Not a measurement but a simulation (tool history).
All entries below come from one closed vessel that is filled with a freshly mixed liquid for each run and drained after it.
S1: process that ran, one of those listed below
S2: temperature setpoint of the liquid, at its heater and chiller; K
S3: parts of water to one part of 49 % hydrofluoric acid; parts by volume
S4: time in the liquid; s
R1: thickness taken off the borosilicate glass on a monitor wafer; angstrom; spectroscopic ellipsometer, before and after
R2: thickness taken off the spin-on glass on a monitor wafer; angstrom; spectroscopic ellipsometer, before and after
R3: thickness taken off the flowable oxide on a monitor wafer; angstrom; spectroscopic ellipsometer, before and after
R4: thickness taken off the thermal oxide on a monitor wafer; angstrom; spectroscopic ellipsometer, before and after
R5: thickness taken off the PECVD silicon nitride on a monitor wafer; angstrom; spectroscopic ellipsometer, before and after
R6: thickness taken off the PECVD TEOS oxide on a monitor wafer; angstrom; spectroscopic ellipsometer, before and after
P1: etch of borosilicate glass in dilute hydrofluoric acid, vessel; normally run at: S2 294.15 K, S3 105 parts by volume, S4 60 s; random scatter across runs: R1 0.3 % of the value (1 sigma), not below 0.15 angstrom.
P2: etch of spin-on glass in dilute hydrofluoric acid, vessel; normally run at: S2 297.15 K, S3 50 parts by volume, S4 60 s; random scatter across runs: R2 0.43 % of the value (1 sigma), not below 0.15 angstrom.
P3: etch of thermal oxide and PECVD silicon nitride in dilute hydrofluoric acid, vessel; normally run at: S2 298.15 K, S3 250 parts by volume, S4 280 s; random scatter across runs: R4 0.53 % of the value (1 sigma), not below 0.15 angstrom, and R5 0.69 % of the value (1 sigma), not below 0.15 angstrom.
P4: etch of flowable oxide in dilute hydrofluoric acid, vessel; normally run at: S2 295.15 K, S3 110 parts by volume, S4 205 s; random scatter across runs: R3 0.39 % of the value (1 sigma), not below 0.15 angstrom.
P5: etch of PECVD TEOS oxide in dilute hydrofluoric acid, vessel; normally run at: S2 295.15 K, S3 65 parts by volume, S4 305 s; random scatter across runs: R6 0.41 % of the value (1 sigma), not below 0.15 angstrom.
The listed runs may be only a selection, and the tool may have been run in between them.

run,hour,S1,S2,S3,S4,R1,R2,R3,R4,R5,R6
1,2.9,P1,294.15,105,60,171.37,,,,,
2,5.6,P1,298.65,105,60,204.19,,,,,
3,8.1,P2,290.15,50,60,,249.57,,,,
4,13.6,P1,294.15,160,100,176.13,,,,,
5,19.1,P1,294.15,145,60,118.83,,,,,
6,22.5,P1,294.15,105,115,328.06,,,,,
7,27,P4,295.15,110,205,,,431.02,,,
8,30.8,P1,294.15,105,60,171.53,,,,,
9,35.9,P2,297.15,50,60,,339.3,,,,
10,40.6,P3,292.65,250,280,,,,36.925,23.648,
11,46.2,P1,290.15,105,60,145.52,,,,,
12,49.5,P1,294.15,65,60,290.18,,,,,
13,55.2,P1,294.15,105,60,171.97,,,,,
14,58.9,P2,297.15,25,60,,700.32,,,,
15,64.5,P3,298.15,250,280,,,,45.505,33.932,
16,67.7,P4,295.15,25,205,,,2099.4,,,
17,71.8,P1,294.15,105,60,171.94,,,,,
# hour 73.7: hydrofluoric acid flow meter replaced
18,76.6,P4,295.15,110,40,,,83.776,,,
19,80.2,P3,298.15,250,90,,,,14.513,10.976,
20,85.5,P1,294.15,105,30,85.39,,,,,
21,90.6,P2,297.15,50,105,,590.05,,,,
22,94.1,P5,295.15,65,450,,,,,,659.92
23,98.3,P1,294.15,105,60,170.99,,,,,
24,101.3,P5,295.15,65,305,,,,,,445.16

Run 25 has not been measured yet. What should we expect?
25,105.3,P3,298.15,55,280,,,,?,?,

{"run 25": {"R4": 257.06, "R5": 151.1}}
